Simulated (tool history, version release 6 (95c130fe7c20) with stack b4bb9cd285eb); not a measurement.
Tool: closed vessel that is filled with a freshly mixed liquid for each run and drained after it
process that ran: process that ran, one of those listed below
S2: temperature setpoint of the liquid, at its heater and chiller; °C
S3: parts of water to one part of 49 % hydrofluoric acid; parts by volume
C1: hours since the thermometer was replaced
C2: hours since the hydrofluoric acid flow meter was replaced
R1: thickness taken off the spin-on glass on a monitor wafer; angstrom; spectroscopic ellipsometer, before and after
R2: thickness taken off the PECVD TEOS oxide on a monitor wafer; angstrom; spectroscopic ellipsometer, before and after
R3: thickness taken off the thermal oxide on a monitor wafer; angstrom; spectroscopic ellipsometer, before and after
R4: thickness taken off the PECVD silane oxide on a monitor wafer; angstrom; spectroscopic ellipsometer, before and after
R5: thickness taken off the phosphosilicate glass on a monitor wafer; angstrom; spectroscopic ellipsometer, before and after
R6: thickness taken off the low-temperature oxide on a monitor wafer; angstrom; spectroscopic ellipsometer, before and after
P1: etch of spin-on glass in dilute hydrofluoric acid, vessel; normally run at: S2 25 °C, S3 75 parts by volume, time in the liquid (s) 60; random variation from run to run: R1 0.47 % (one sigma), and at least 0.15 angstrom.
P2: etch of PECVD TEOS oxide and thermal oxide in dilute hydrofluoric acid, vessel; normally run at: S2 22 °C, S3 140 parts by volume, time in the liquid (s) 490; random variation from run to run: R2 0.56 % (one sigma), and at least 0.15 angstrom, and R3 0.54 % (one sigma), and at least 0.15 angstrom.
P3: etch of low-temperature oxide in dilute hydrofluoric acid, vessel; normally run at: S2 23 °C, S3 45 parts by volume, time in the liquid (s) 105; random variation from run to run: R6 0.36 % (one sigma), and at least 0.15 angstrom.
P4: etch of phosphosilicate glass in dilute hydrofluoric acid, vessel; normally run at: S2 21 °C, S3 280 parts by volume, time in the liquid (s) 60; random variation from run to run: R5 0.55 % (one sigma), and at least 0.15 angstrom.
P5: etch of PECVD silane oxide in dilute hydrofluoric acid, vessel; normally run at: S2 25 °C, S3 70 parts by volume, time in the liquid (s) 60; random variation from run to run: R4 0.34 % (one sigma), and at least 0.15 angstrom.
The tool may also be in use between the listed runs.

{"run": 1, "hour": 16.7, "process that ran": "P1", "S2": 25, "S3": 75, "time in the liquid (s)": 60, "C1": 1009.7, "C2": 463.4, "R1": 338.08}
{"run": 2, "hour": 24.4, "process that ran": "P2", "S2": 22, "S3": 50, "time in the liquid (s)": 490, "C1": 1017.4, "C2": 471.1, "R2": 1260.4, "R3": 441.3}
{"run": 3, "hour": 33.9, "process that ran": "P1", "S2": 20.5, "S3": 75, "time in the liquid (s)": 60, "C1": 1026.9, "C2": 480.6, "R1": 281.03}
{"run": 4, "hour": 48.2, "process that ran": "P5", "S2": 25, "S3": 105, "time in the liquid (s)": 60, "C1": 1041.2, "C2": 494.9, "R4": 136.51}
{"run": 5, "hour": 63.7, "process that ran": "P4", "S2": 21, "S3": 460, "time in the liquid (s)": 60, "C1": 1056.7, "C2": 510.4, "R5": 126.86}
{"run": 6, "hour": 72.9, "process that ran": "P1", "S2": 25, "S3": 75, "time in the liquid (s)": 60, "C1": 1065.9, "C2": 519.6, "R1": 337.64}
{"run": 7, "hour": 83.2, "process that ran": "P5", "S2": 25, "S3": 70, "time in the liquid (s)": 105, "C1": 1076.2, "C2": 529.9, "R4": 373.67}
{"run": 8, "hour": 94.2, "process that ran": "P1", "S2": 25, "S3": 75, "time in the liquid (s)": 115, "C1": 1087.2, "C2": 540.9, "R1": 646.33}
{"run": 9, "hour": 104.8, "process that ran": "P1", "S2": 31.5, "S3": 20, "time in the liquid (s)": 60, "C1": 1097.8, "C2": 551.5, "R1": 1796.4}
{"run": 10, "hour": 118.3, "process that ran": "P4", "S2": 21, "S3": 280, "time in the liquid (s)": 60, "C1": 1111.3, "C2": 565, "R5": 242.05}
{"run": 11, "hour": 132.7, "process that ran": "P1", "S2": 25, "S3": 75, "time in the liquid (s)": 60, "C1": 1125.7, "C2": 579.4, "R1": 339.7}
{"run": 12, "hour": 142.9, "process that ran": "P3", "S2": 23, "S3": 45, "time in the liquid (s)": 105, "C1": 1135.9, "C2": 589.6, "R6": 436.95}
{"run": 13, "hour": 151.9, "process that ran": "P4", "S2": 21, "S3": 280, "time in the liquid (s)": 110, "C1": 1144.9, "C2": 598.6, "R5": 441.92}
{"run": 14, "hour": 161.2, "process that ran": "P4", "S2": 21, "S3": 280, "time in the liquid (s)": 60, "C1": 1154.2, "C2": 607.9, "R5": 240.57}
{"run": 15, "hour": 174.6, "process that ran": "P4", "S2": 26, "S3": 280, "time in the liquid (s)": 60, "C1": 1167.6, "C2": 621.3, "R5": 289.07}
{"run": 16, "hour": 182.5, "process that ran": "P1", "S2": 25, "S3": 75, "time in the liquid (s)": 30, "C1": 1175.5, "C2": 629.2, "R1": 170.07}
{"run": 17, "hour": 190.6, "process that ran": "P5", "S2": 33.5, "S3": 70, "time in the liquid (s)": 60, "C1": 1183.6, "C2": 637.3, "R4": 299.12}
{"run": 18, "hour": 198.4, "process that ran": "P2", "S2": 22, "S3": 140, "time in the liquid (s)": 490, "C1": 1191.4, "C2": 645.1, "R2": 399.11, "R3": 141.86}
{"run": 19, "hour": 211.8, "process that ran": "P3", "S2": 23, "S3": 45, "time in the liquid (s)": 105, "C1": 1204.8, "C2": 658.5, "R6": 440.7}
{"run": 20, "hour": 227.1, "process that ran": "P5", "S2": 25, "S3": 70, "time in the liquid (s)": 60, "C1": 1220.1, "C2": 673.8, "R4": 212.88}
{"run": 21, "hour": 243.5, "process that ran": "P3", "S2": 23, "S3": 45, "time in the liquid (s)": 30, "C1": 1236.5, "C2": 690.2, "R6": 124.9}
{"run": 22, "hour": 258.1, "process that ran": "P3", "S2": 23, "S3": 20, "time in the liquid (s)": 105, "C1": 1251.1, "C2": 704.8, "R6": 1020.6}
{"run": 23, "hour": 266.1, "process that ran": "P1", "S2": 25, "S3": 75, "time in the liquid (s)": 60, "C1": 1259.1, "C2": 712.8, "R1": 337.87}
{"run": 24, "hour": 273.4, "process that ran": "P2", "S2": 29.5, "S3": 140, "time in the liquid (s)": 490, "C1": 1266.4, "C2": 720.1, "R2": 532.81, "R3": 190.14}
{"run": 25, "hour": 290.1, "process that ran": "P1", "S2": 25, "S3": 40, "time in the liquid (s)": 60, "C1": 1283.1, "C2": 736.8, "R1": 663.04}
{"run": 26, "hour": 301.0, "process that ran": "P3", "S2": 29, "S3": 45, "time in the liquid (s)": 105, "C1": 1294, "C2": 747.7, "R6": 558.79}
{"run": 27, "hour": 313.5, "process that ran": "P2", "S2": 22, "S3": 140, "time in the liquid (s)": 810, "C1": 1306.5, "C2": 760.2, "R2": 660.16, "R3": 233.74}
{"run": 28, "hour": 328.9, "process that ran": "P1", "S2": 29, "S3": 75, "time in the liquid (s)": 60, "C1": 1321.9, "C2": 775.6, "R1": 395.27}
{"run": 29, "hour": 341.2, "process that ran": "P1", "S2": 25, "S3": 135, "time in the liquid (s)": 60, "C1": 1334.2, "C2": 787.9, "R1": 174.91}
{"run": 30, "hour": 352.5, "process that ran": "P1", "S2": 25, "S3": 75, "time in the liquid (s)": 60, "C1": 1345.5, "C2": 799.2, "R1": 340.06}
{"run": 31, "hour": 361.6, "process that ran": "P1", "S2": 25, "S3": 75, "time in the liquid (s)": 60, "C1": 1354.6, "C2": 808.3, "R1": 326.51}
{"run": 32, "hour": 376.0, "process that ran": "P1", "S2": 25, "S3": 75, "time in the liquid (s)": 60, "C1": 1369, "C2": 822.7, "R1": 319.9}
{"run": 33, "hour": 388.1, "process that ran": "P1", "S2": 25, "S3": 75, "time in the liquid (s)": 60, "C1": 1381.1, "C2": 834.8, "R1": 316.23}
{"run": 34, "hour": 402.9, "process that ran": "P1", "S2": 25, "S3": 75, "time in the liquid (s)": 60, "C1": 1395.9, "C2": 849.6, "R1": 315.37}
{"run": 35, "hour": 414.8, "process that ran": "P1", "S2": 25, "S3": 75, "time in the liquid (s)": 60, "C1": 1407.8, "C2": 861.5, "R1": 313.67}
{"run": 36, "hour": 426.4, "process that ran": "P1", "S2": 25, "S3": 75, "time in the liquid (s)": 60, "C1": 1419.4, "C2": 873.1, "R1": 308.77}

What P1 gives has crept away from where it was. These 2 causes fit the log equally well, each at the size given:
A: hydrofluoric acid flow below the setpoint (%) = 7.3
B: liquid colder than its thermometer reads (K) = 2.07
The creep began at about hour 352.5.

4 check runs are offered, each on 2 wafers whose results are averaged, their results left as question marks. Which one tells the causes apart?
{"run": "check 1", "hour": 438.0, "process that ran": "P5", "S2": 25, "S3": 100, "time in the liquid (s)": 85, "R4": "?"}
{"run": "check 2", "hour": 438.0, "process that ran": "P4", "S2": 21, "S3": 455, "time in the liquid (s)": 60, "R5": "?"}
{"run": "check 3", "hour": 438.0, "process that ran": "P3", "S2": 28.5, "S3": 45, "time in the liquid (s)": 105, "R6": "?"}
{"run": "check 4", "hour": 438.0, "process that ran": "P2", "S2": 22, "S3": 65, "time in the liquid (s)": 800, "R2": "?", "R3": "?"}

What each check would give under each cause:
check=check_1 result=R4 if_A=186.95 if_B=187.61
check=check_2 result=R5 if_A=115.6 if_B=119.66
check=check_3 result=R6 if_A=506.43 if_B=505.29
check=check_4 result=R2 if_A=1421 if_B=1415.1
check=check_4 result=R3 if_A=500.32 if_B=498.22
How far apart the two closest causes lie, in the result that separates them most: check 1 0.36 %; check 2 3.45 %; check 3 0.23 %; check 4 0.42 %
Only check 2 tells the causes apart: in the others they would give nearly the same result.

Then check 2 was run and gave: R5 120.54 angstrom. Which cause is it?

It is B: liquid colder than its thermometer reads (K).
